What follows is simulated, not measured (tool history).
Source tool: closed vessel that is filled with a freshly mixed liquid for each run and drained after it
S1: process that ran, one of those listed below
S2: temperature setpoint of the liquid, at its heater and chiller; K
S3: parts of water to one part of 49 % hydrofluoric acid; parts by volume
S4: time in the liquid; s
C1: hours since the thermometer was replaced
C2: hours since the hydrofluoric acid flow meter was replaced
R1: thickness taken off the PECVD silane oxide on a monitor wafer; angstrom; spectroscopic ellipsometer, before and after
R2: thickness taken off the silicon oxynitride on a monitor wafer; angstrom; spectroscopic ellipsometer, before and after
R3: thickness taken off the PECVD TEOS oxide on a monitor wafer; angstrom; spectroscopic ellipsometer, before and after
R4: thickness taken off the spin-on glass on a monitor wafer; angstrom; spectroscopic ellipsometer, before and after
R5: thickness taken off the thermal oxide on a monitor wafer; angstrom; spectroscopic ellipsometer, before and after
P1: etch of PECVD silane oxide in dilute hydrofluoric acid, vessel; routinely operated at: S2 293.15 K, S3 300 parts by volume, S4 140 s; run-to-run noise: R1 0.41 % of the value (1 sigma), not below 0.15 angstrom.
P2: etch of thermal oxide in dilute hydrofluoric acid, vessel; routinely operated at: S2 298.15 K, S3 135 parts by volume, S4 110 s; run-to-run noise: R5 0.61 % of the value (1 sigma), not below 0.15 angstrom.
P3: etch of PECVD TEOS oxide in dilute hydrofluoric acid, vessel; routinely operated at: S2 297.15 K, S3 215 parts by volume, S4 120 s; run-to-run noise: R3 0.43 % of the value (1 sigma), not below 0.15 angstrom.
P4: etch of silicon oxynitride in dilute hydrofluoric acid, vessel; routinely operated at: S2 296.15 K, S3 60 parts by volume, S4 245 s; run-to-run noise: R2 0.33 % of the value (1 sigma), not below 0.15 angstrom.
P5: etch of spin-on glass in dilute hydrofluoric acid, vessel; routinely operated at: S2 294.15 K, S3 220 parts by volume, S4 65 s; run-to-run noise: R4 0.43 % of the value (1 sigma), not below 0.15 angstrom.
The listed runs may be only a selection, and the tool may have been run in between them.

run	day	S1	S2	S3	S4	C1	C2	R1	R2	R3	R4	R5
1	0.558	P1	293.15	300	140	1199.1	954.5	164.11				
2	0.883	P4	296.15	60	245	1206.9	962.3		77.09			
3	1.129	P1	293.15	530	55	1212.8	968.2	30.411				
4	1.504	P1	296.65	300	140	1221.8	977.2	185.07				
5	1.871	P1	293.15	300	140	1230.6	986	163.92				
6	2.242	P3	290.15	215	120	1239.5	994.9			64.888		
7	2.538	P4	290.15	60	245	1246.6	1002		56.469			
8	2.933	P5	294.15	220	65	1256.1	1011.5				97.202	
9	3.425	P4	296.15	60	245	1267.9	1023.3		77.051			
10	3.983	P2	298.15	135	45	1281.3	1036.7					16.273
11	4.508	P2	298.15	75	110	1293.9	1049.3					77.388
12	4.771	P3	297.15	215	120	1300.2	1055.6			84.718		
13	5.05	P5	290.15	220	65	1306.9	1062.3				83.766	
14	5.554	P2	291.65	135	110	1319	1074.4					30.755
15	6.117	P3	297.15	215	120	1332.5	1087.9			85.019		
16	6.642	P4	296.15	60	475	1345.1	1100.5		148.42			
17	6.904	P1	290.15	300	140	1351.4	1106.8	147.31				
18	7.279	P1	293.15	300	140	1360.4	1115.8	163.91				
19	7.771	P5	294.15	55	65	1372.2	1127.6				467.93	
20	8.2	P1	293.15	300	140	1382.5	1137.9	164.25				
21	8.646	P3	297.15	215	30	1393.2	1148.6			21.097		
22	9.092	P1	299.65	505	140	1403.9	1159.3	101.41				
23	9.354	P1	293.15	300	220	1410.2	1165.6	259.67				
24	9.746	P1	293.15	90	140	1419.6	1175	677.26				
25	10.233	P1	293.15	300	75	1431.3	1186.7	88.589				
26	10.596	P3	297.15	130	120	1440	1195.4			154.67		
27	10.933	P4	296.15	95	245	1448.1	1203.5		47.185			
28	11.233	P1	293.15	520	140	1455.3	1210.7	79.337				
29	11.688	P2	298.15	135	110	1466.2	1221.6					40.119
30	12.042	P5	294.15	220	65	1474.7	1230.1				97.635	
31	12.542	P5	294.15	220	30	1486.7	1242.1				45.1	
32	13.008	P1	293.15	300	140	1497.9	1253.3	164.47				
33	13.267	P1	293.15	300	140	1504.1	1259.5	166.78				

Run 34 comes next. What will it give?
34	13.758	P1	293.15	300	140	1515.9	1271.3	?				

{"run 34": {"R1": 169.6}}
